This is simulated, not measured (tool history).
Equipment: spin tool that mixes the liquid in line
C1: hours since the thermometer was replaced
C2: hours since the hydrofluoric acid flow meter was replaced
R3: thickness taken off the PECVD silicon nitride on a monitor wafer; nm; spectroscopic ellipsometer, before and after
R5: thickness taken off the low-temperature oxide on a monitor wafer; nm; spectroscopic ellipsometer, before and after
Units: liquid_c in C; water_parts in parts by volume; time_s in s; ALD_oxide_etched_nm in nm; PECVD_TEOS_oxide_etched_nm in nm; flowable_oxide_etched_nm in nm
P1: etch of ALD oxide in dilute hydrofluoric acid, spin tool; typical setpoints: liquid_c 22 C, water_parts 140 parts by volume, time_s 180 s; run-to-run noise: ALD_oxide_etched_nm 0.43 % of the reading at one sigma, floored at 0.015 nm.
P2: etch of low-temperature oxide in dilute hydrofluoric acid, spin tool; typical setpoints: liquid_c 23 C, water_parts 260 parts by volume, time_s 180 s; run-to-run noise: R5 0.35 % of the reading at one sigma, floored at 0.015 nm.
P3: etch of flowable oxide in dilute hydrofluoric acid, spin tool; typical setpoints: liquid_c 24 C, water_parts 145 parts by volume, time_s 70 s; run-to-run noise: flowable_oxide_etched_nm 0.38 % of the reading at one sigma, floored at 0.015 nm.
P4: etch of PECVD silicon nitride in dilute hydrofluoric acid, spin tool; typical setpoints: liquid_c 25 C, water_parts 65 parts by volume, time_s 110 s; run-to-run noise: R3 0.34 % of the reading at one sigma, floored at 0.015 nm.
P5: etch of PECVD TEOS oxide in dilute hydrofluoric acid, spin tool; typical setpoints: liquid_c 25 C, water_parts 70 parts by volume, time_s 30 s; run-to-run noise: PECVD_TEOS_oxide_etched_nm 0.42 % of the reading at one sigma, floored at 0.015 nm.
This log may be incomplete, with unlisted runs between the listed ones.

run 1 day=0.333 | process=P1 liquid_c=22 water_parts=140 time_s=180 | C1=1154.6 C2=308.1 | ALD_oxide_etched_nm=12.512
run 2 day=0.762 | process=P5 liquid_c=25 water_parts=70 time_s=30 | C1=1164.9 C2=318.4 | PECVD_TEOS_oxide_etched_nm=10.14
run 3 day=1.171 | process=P4 liquid_c=25 water_parts=65 time_s=15 | C1=1174.7 C2=328.2 | R3=0.7878
run 4 day=1.596 | process=P5 liquid_c=19.5 water_parts=70 time_s=30 | C1=1184.9 C2=338.4 | PECVD_TEOS_oxide_etched_nm=8.1371
run 5 day=2.083 | process=P1 liquid_c=17.5 water_parts=140 time_s=335 | C1=1196.6 C2=350.1 | ALD_oxide_etched_nm=19.25
run 6 day=2.438 | process=P3 liquid_c=17 water_parts=145 time_s=70 | C1=1205.1 C2=358.6 | flowable_oxide_etched_nm=13.392
run 7 day=2.796 | process=P1 liquid_c=22 water_parts=140 time_s=320 | C1=1213.7 C2=367.2 | ALD_oxide_etched_nm=21.964
run 8 day=3.046 | process=P1 liquid_c=22 water_parts=140 time_s=180 | C1=1219.7 C2=373.2 | ALD_oxide_etched_nm=12.453
run 9 day=3.392 | process=P5 liquid_c=25 water_parts=120 time_s=30 | C1=1228 C2=381.5 | PECVD_TEOS_oxide_etched_nm=5.676
run 10 day=3.775 | process=P1 liquid_c=22 water_parts=140 time_s=180 | C1=1237.2 C2=390.7 | ALD_oxide_etched_nm=12.408
run 11 day=4.092 | process=P1 liquid_c=22 water_parts=225 time_s=180 | C1=1244.8 C2=398.3 | ALD_oxide_etched_nm=7.0052
run 12 day=4.508 | process=P5 liquid_c=25 water_parts=70 time_s=30 | C1=1254.8 C2=408.3 | PECVD_TEOS_oxide_etched_nm=10.194
run 13 day=4.938 | process=P1 liquid_c=17 water_parts=140 time_s=300 | C1=1265.1 C2=418.6 | ALD_oxide_etched_nm=16.888
run 14 day=5.304 | process=P5 liquid_c=25 water_parts=70 time_s=15 | C1=1273.9 C2=427.4 | PECVD_TEOS_oxide_etched_nm=5.1665
run 15 day=5.733 | process=P1 liquid_c=22 water_parts=140 time_s=180 | C1=1284.2 C2=437.7 | ALD_oxide_etched_nm=12.387
-- day=5.812 thermometer replaced
run 16 day=6.012 | process=P4 liquid_c=25 water_parts=95 time_s=110 | C1=4.9 C2=444.4 | R3=4.0478
run 17 day=6.504 | process=P2 liquid_c=23 water_parts=260 time_s=15 | C1=16.7 C2=456.2 | R5=1.3934
run 18 day=7.021 | process=P2 liquid_c=23 water_parts=260 time_s=180 | C1=29.1 C2=468.6 | R5=17.023
run 19 day=7.3 | process=P4 liquid_c=25 water_parts=65 time_s=110 | C1=35.8 C2=475.3 | R3=5.9898
run 20 day=7.588 | process=P4 liquid_c=20 water_parts=65 time_s=110 | C1=42.7 C2=482.2 | R3=4.174
run 21 day=7.954 | process=P3 liquid_c=24 water_parts=50 time_s=70 | C1=51.5 C2=491 | flowable_oxide_etched_nm=57.901
run 22 day=8.321 | process=P3 liquid_c=24 water_parts=145 time_s=70 | C1=60.3 C2=499.8 | flowable_oxide_etched_nm=17.653
run 23 day=8.808 | process=P1 liquid_c=29.5 water_parts=140 time_s=180 | C1=72 C2=511.5 | ALD_oxide_etched_nm=16.434
run 24 day=9.238 | process=P4 liquid_c=25 water_parts=65 time_s=110 | C1=82.3 C2=521.8 | R3=5.928

What will run 25 give?
run 25 day=9.738 | process=P2 liquid_c=23 water_parts=260 time_s=180 | C1=94.3 C2=533.8 | R5=?

{"run 25": {"R5": 16.963}}

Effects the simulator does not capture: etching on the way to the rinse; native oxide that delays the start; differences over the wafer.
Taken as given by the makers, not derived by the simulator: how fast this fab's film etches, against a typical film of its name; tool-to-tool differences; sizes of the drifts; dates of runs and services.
